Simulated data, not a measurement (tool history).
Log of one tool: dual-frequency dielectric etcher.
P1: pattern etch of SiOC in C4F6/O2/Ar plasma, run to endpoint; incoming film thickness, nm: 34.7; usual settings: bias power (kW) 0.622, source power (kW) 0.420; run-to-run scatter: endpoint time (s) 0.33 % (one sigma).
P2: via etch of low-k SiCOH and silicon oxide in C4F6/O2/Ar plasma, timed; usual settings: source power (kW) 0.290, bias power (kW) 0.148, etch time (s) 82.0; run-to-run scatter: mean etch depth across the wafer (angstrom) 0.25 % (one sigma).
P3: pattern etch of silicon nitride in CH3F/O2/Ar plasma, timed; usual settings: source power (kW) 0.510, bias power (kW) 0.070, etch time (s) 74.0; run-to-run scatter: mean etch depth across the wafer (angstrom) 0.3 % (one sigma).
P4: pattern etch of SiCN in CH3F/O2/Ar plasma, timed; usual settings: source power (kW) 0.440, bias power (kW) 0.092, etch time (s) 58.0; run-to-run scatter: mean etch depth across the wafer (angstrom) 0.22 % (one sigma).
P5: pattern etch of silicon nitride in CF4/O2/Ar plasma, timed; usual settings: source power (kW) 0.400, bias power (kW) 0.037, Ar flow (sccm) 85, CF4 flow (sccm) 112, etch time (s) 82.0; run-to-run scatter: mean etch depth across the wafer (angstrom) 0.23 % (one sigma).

| run | hour | process that ran | bias power (kW) | source power (kW) | etch time (s) | Ar flow (sccm) | CF4 flow (sccm) | endpoint time (s) | mean etch depth across the wafer (angstrom) |
|---|---|---|---|---|---|---|---|---|---|
| 1 | 11.8 | P1 | 0.622 | 0.420 |  |  |  | 10.6230 |  |
| 2 | 18.7 | P2 | 0.148 | 0.220 | 82.0 |  |  |  | 1679.20 |
| 3 | 30.8 | P5 | 0.037 | 0.400 | 82.0 | 70 | 112 |  | 1197.00 |
| 4 | 41.8 | P1 | 0.622 | 0.420 |  |  |  | 10.5890 |  |
| 5 | 48.3 | P5 | 0.037 | 0.400 | 82.0 | 85 | 74 |  | 1103.30 |
| 6 | 59.9 | P5 | 0.037 | 0.400 | 45.0 | 85 | 112 |  | 638.92 |
| 7 | 65.6 | P5 | 0.037 | 0.560 | 82.0 | 85 | 112 |  | 1571.20 |
| 8 | 78.3 | P1 | 0.622 | 0.420 |  |  |  | 10.5720 |  |
| 9 | 88.2 | P3 | 0.070 | 0.510 | 100.5 |  |  |  | 772.71 |
| 10 | 94.7 | P1 | 0.392 | 0.420 |  |  |  | 12.6040 |  |
| 11 | 103.9 | P5 | 0.037 | 0.400 | 82.0 | 85 | 112 |  | 1176.90 |
| 12 | 116.2 | P2 | 0.148 | 0.290 | 82.0 |  |  |  | 1871.90 |
| 13 | 123.1 | P1 | 0.782 | 0.310 |  |  |  | 10.8260 |  |
| 14 | 130.8 | P1 | 0.825 | 0.420 |  |  |  | 9.4803 |  |
| 15 | 140.4 | P1 | 0.622 | 0.510 |  |  |  | 9.8837 |  |
| 16 | 150.7 | P1 | 0.622 | 0.420 |  |  |  | 10.6790 |  |
| 17 | 159.1 | P4 | 0.067 | 0.440 | 58.0 |  |  |  | 215.06 |
| 18 | 170.5 | P2 | 0.148 | 0.290 | 118.0 |  |  |  | 2688.90 |
| 19 | 177.6 | P3 | 0.100 | 0.510 | 74.0 |  |  |  | 646.75 |
| 20 | 189.5 | P1 | 0.622 | 0.420 |  |  |  | 10.6760 |  |
| 21 | 198.1 | P2 | 0.105 | 0.290 | 82.0 |  |  |  | 1690.10 |
| 22 | 206.6 | P4 | 0.092 | 0.520 | 58.0 |  |  |  | 255.92 |
| 23 | 218.0 | P1 | 0.622 | 0.350 |  |  |  | 11.3140 |  |
| 24 | 225.4 | P5 | 0.030 | 0.400 | 82.0 | 85 | 112 |  | 1088.20 |
| 25 | 232.1 | P4 | 0.092 | 0.440 | 44.0 |  |  |  | 182.90 |
| 26 | 239.6 | P3 | 0.070 | 0.710 | 74.0 |  |  |  | 647.34 |
| 27 | 249.0 | P1 | 0.622 | 0.420 |  |  |  | 10.5490 |  |
| 28 | 261.0 | P4 | 0.092 | 0.440 | 58.0 |  |  |  | 240.57 |
| 29 | 271.9 | P2 | 0.148 | 0.290 | 82.0 |  |  |  | 1859.20 |
| 30 | 284.6 | P1 | 0.775 | 0.530 |  |  |  | 8.9574 |  |
| 31 | 296.3 | P3 | 0.070 | 0.510 | 74.0 |  |  |  | 571.07 |
| 32 | 307.8 | P1 | 0.622 | 0.420 |  |  |  | 10.6270 |  |
| 33 | 318.8 | P1 | 0.622 | 0.420 |  |  |  | 10.5260 |  |
| 34 | 330.8 | P1 | 0.622 | 0.420 |  |  |  | 10.5100 |  |
| 35 | 341.1 | P1 | 0.622 | 0.420 |  |  |  | 10.4740 |  |
| 36 | 348.2 | P1 | 0.622 | 0.420 |  |  |  | 10.4930 |  |
|  | 351.5 | wet clean of the chamber |
| 37 | 355.6 | P1 | 0.622 | 0.420 |  |  |  | 10.4530 |  |
| 38 | 364.6 | P1 | 0.622 | 0.420 |  |  |  | 10.4160 |  |
| 39 | 370.6 | P1 | 0.622 | 0.420 |  |  |  | 10.4320 |  |
| 40 | 377.6 | P1 | 0.622 | 0.420 |  |  |  | 10.4340 |  |
| 41 | 385.6 | P1 | 0.622 | 0.420 |  |  |  | 10.3470 |  |
| 42 | 398.1 | P1 | 0.622 | 0.420 |  |  |  | 10.3960 |  |

What P1 gives has crept away from where it was. These 2 causes fit the log equally well, each at the size given:
A: bias power that arrives over what is set, % = 4.72
B: source power that arrives over what is set, % = 4.98
The creep began at about hour 307.8.
Why every other cause is out:
chamber walls in a state that raises the etch rate, %: serviced at hour 351.5, which brought nothing back

4 check runs are offered, one wafer each, their results left as question marks. Which one tells the causes apart?
| check 1 | 410.6 | P3 | 0.093 | 0.680 | 74.0 |  |  |  | ? |
| check 2 | 410.6 | P5 | 0.037 | 0.540 | 49.0 | 85 | 112 |  | ? |
| check 3 | 410.6 | P2 | 0.148 | 0.290 | 107.0 |  |  |  | ? |
| check 4 | 410.6 | P4 | 0.068 | 0.440 | 45.5 |  |  |  | ? |

What each check would give under each cause:
| check | result | if A | if B |
|---|---|---|---|
| check 1 | mean etch depth across the wafer (angstrom) | 711.80 | 713.39 |
| check 2 | mean etch depth across the wafer (angstrom) | 924.22 | 949.94 |
| check 3 | mean etch depth across the wafer (angstrom) | 2473.30 | 2484.80 |
| check 4 | mean etch depth across the wafer (angstrom) | 172.08 | 172.48 |
How far apart the two closest causes lie, in the result that separates them most: check 1 0.22 %; check 2 2.74 %; check 3 0.47 %; check 4 0.23 %
Check 2 tells the causes apart: in the others they would give nearly the same result.

Then check 2 was run and gave: mean etch depth across the wafer (angstrom) 922.89. Which cause is it?

It is A: bias power that arrives over what is set, %.
